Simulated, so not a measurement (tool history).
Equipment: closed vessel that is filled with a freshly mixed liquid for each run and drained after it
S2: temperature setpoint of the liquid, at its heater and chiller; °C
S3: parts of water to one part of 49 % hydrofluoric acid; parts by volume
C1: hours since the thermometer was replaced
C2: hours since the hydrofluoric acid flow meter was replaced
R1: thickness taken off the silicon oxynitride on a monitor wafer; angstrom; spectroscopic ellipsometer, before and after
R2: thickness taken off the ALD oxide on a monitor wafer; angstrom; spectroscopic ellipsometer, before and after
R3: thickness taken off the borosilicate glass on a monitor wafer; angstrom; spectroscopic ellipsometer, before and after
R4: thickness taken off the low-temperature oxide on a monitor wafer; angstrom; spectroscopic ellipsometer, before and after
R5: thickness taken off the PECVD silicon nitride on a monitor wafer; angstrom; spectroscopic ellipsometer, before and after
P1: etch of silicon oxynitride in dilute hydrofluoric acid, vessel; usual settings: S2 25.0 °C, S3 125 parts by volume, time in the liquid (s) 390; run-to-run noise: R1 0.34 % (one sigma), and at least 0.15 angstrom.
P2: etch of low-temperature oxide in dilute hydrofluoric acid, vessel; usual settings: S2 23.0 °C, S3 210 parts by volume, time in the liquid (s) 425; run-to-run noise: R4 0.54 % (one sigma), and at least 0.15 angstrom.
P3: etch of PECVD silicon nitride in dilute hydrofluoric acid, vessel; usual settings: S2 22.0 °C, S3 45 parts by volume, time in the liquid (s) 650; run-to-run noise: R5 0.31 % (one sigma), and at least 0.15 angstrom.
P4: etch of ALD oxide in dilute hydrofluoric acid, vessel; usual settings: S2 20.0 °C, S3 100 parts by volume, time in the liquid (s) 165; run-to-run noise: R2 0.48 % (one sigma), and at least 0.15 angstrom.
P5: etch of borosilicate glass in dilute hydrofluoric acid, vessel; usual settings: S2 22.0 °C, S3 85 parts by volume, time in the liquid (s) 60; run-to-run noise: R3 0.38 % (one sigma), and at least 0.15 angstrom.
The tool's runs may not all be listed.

Run 1, day 0.325: process that ran P1, S2 25.0 °C, S3 125 parts by volume, time in the liquid (s) 390; C1 347.7; C2 373.2. Result: R1 107.100 angstrom.
Run 2, day 0.650: process that ran P4, S2 20.0 °C, S3 40 parts by volume, time in the liquid (s) 165; C1 355.5; C2 381.0. Result: R2 449.710 angstrom.
Run 3, day 1.262: process that ran P5, S2 22.0 °C, S3 85 parts by volume, time in the liquid (s) 60; C1 370.2; C2 395.7. Result: R3 209.98 angstrom.
Run 4, day 1.721: process that ran P1, S2 25.0 °C, S3 125 parts by volume, time in the liquid (s) 185; C1 381.2; C2 406.7. Result: R1 50.644 angstrom.
Run 5, day 2.208: process that ran P5, S2 22.0 °C, S3 120 parts by volume, time in the liquid (s) 60; C1 392.9; C2 418.4. Result: R3 141.71 angstrom.
Run 6, day 2.929: process that ran P2, S2 23.0 °C, S3 210 parts by volume, time in the liquid (s) 425; C1 410.2; C2 435.7. Result: R4 295.080 angstrom.
Run 7, day 3.454: process that ran P5, S2 17.0 °C, S3 85 parts by volume, time in the liquid (s) 60; C1 422.8; C2 448.3. Result: R3 170.77 angstrom.
Run 8, day 4.129: process that ran P4, S2 20.0 °C, S3 100 parts by volume, time in the liquid (s) 65; C1 439.0; C2 464.5. Result: R2 65.841 angstrom.
Run 9, day 4.596: process that ran P1, S2 25.0 °C, S3 125 parts by volume, time in the liquid (s) 390; C1 450.2; C2 475.7. Result: R1 107.260 angstrom.
Run 10, day 5.238: process that ran P4, S2 20.0 °C, S3 100 parts by volume, time in the liquid (s) 165; C1 465.6; C2 491.1. Result: R2 166.420 angstrom.
Run 11, day 5.883: process that ran P2, S2 23.0 °C, S3 45 parts by volume, time in the liquid (s) 425; C1 481.1; C2 506.6. Result: R4 1672.100 angstrom.
Run 12, day 6.288: process that ran P3, S2 22.0 °C, S3 45 parts by volume, time in the liquid (s) 60; C1 490.8; C2 516.3. Result: R5 27.414 angstrom.
Run 13, day 6.804: process that ran P1, S2 25.0 °C, S3 125 parts by volume, time in the liquid (s) 390; C1 503.2; C2 528.7. Result: R1 106.610 angstrom.
At day 7.233: thermometer replaced.
Run 14, day 7.521: process that ran P1, S2 30.5 °C, S3 125 parts by volume, time in the liquid (s) 390; C1 7.0; C2 545.9. Result: R1 138.310 angstrom.
Run 15, day 8.183: process that ran P1, S2 25.0 °C, S3 125 parts by volume, time in the liquid (s) 390; C1 22.9; C2 561.8. Result: R1 106.980 angstrom.
Run 16, day 8.633: process that ran P4, S2 17.0 °C, S3 100 parts by volume, time in the liquid (s) 165; C1 33.7; C2 572.6. Result: R2 148.540 angstrom.
Run 17, day 9.067: process that ran P1, S2 25.0 °C, S3 125 parts by volume, time in the liquid (s) 390; C1 44.1; C2 583.0. Result: R1 106.640 angstrom.
Run 18, day 9.429: process that ran P5, S2 22.0 °C, S3 85 parts by volume, time in the liquid (s) 90; C1 52.8; C2 591.7. Result: R3 313.13 angstrom.
Run 19, day 9.938: process that ran P1, S2 25.0 °C, S3 125 parts by volume, time in the liquid (s) 390; C1 65.0; C2 603.9. Result: R1 106.970 angstrom.
Run 20, day 10.479: process that ran P2, S2 23.0 °C, S3 210 parts by volume, time in the liquid (s) 425; C1 78.0; C2 616.9. Result: R4 293.640 angstrom.
Run 21, day 10.917: process that ran P3, S2 22.0 °C, S3 75 parts by volume, time in the liquid (s) 650; C1 88.5; C2 627.4. Result: R5 181.290 angstrom.
Run 22, day 11.367: process that ran P5, S2 22.0 °C, S3 85 parts by volume, time in the liquid (s) 60; C1 99.3; C2 638.2. Result: R3 209.17 angstrom.
Run 23, day 11.688: process that ran P2, S2 17.0 °C, S3 210 parts by volume, time in the liquid (s) 425; C1 107.0; C2 645.9. Result: R4 234.360 angstrom.
Run 24, day 12.183: process that ran P3, S2 22.0 °C, S3 45 parts by volume, time in the liquid (s) 650; C1 118.9; C2 657.8. Result: R5 299.850 angstrom.
Run 25, day 12.600: process that ran P1, S2 31.0 °C, S3 125 parts by volume, time in the liquid (s) 605; C1 128.9; C2 667.8. Result: R1 217.300 angstrom.
Run 26, day 13.058: process that ran P1, S2 25.0 °C, S3 125 parts by volume, time in the liquid (s) 390; C1 139.9; C2 678.8. Result: R1 106.610 angstrom.
Run 27, day 13.742: process that ran P2, S2 23.0 °C, S3 210 parts by volume, time in the liquid (s) 75; C1 156.3; C2 695.2. Result: R4 52.313 angstrom.
Run 28, day 14.271: process that ran P1, S2 25.0 °C, S3 125 parts by volume, time in the liquid (s) 680; C1 169.0; C2 707.9. Result: R1 185.800 angstrom.
Run 29, day 14.617: process that ran P3, S2 29.5 °C, S3 45 parts by volume, time in the liquid (s) 650; C1 177.3; C2 716.2. Result: R5 495.850 angstrom.
Run 30, day 14.942: process that ran P1, S2 25.0 °C, S3 75 parts by volume, time in the liquid (s) 390; C1 185.1; C2 724.0. Result: R1 186.950 angstrom.
Run 31, day 15.646: process that ran P1, S2 18.5 °C, S3 125 parts by volume, time in the liquid (s) 390; C1 202.0; C2 740.9. Result: R1 78.479 angstrom.
Run 32, day 16.200: process that ran P1, S2 25.0 °C, S3 210 parts by volume, time in the liquid (s) 390; C1 215.3; C2 754.2. Result: R1 59.202 angstrom.
Run 33, day 16.675: process that ran P1, S2 25.0 °C, S3 125 parts by volume, time in the liquid (s) 390; C1 226.7; C2 765.6. Result: R1 107.180 angstrom.
Run 34, day 17.154: process that ran P1, S2 25.0 °C, S3 125 parts by volume, time in the liquid (s) 390; C1 238.2; C2 777.1. Result: R1 103.290 angstrom.
Run 35, day 17.633: process that ran P1, S2 25.0 °C, S3 125 parts by volume, time in the liquid (s) 390; C1 249.7; C2 788.6. Result: R1 100.710 angstrom.
Run 36, day 18.338: process that ran P1, S2 25.0 °C, S3 125 parts by volume, time in the liquid (s) 390; C1 266.6; C2 805.5. Result: R1 98.969 angstrom.
Run 37, day 18.958: process that ran P1, S2 25.0 °C, S3 125 parts by volume, time in the liquid (s) 390; C1 281.5; C2 820.4. Result: R1 97.661 angstrom.
Run 38, day 19.308: process that ran P1, S2 25.0 °C, S3 125 parts by volume, time in the liquid (s) 390; C1 289.9; C2 828.8. Result: R1 96.850 angstrom.
Run 39, day 19.662: process that ran P1, S2 25.0 °C, S3 125 parts by volume, time in the liquid (s) 390; C1 298.4; C2 837.3. Result: R1 97.346 angstrom.
Run 40, day 20.033: process that ran P1, S2 25.0 °C, S3 125 parts by volume, time in the liquid (s) 390; C1 307.3; C2 846.2. Result: R1 96.540 angstrom.
Run 41, day 20.542: process that ran P1, S2 25.0 °C, S3 125 parts by volume, time in the liquid (s) 390; C1 319.5; C2 858.4. Result: R1 97.229 angstrom.
Run 42, day 20.975: process that ran P1, S2 25.0 °C, S3 125 parts by volume, time in the liquid (s) 390; C1 329.9; C2 868.8. Result: R1 96.113 angstrom.

What P1 gives has crept away from where it was. These 2 causes fit the log equally well, each at the size given:
A: hydrofluoric acid flow below the setpoint (%) = 8.48
B: liquid colder than its thermometer reads (K) = 2.11
Onset of the creep was near day 16.675.

Of the 4 check runs listed below, each run on one wafer and each result written as a question mark, which would let you distinguish the listed causes because they would give clearly different results?
Run check 1, day 21.408: process that ran P4, S2 17.0 °C, S3 100 parts by volume, time in the liquid (s) 165. Result: R2 ?.
Run check 2, day 21.408: process that ran P5, S2 17.0 °C, S3 85 parts by volume, time in the liquid (s) 60. Result: R3 ?.
Run check 3, day 21.408: process that ran P3, S2 25.5 °C, S3 45 parts by volume, time in the liquid (s) 650. Result: R5 ?.
Run check 4, day 21.408: process that ran P2, S2 23.0 °C, S3 65 parts by volume, time in the liquid (s) 425. Result: R4 ?.

What each check would give under each cause:
  check  result      if A      if B
check 1      R2   133.350   134.470
check 2      R3    154.23    155.22
check 3      R5   347.300   328.610
check 4      R4  1023.100  1032.200
Separation of the two closest causes in each check, using whichever result separates them best: check 1 0.84 %; check 2 0.64 %; check 3 5.53 %; check 4 0.89 %
Of the check runs offered, only check 3 discriminates between the causes; the rest would read about the same regardless of which cause applies.

After running check 3, the following was obtained: R5 330.360 angstrom. Which cause does this point to?

The cause is B: liquid colder than its thermometer reads (K).

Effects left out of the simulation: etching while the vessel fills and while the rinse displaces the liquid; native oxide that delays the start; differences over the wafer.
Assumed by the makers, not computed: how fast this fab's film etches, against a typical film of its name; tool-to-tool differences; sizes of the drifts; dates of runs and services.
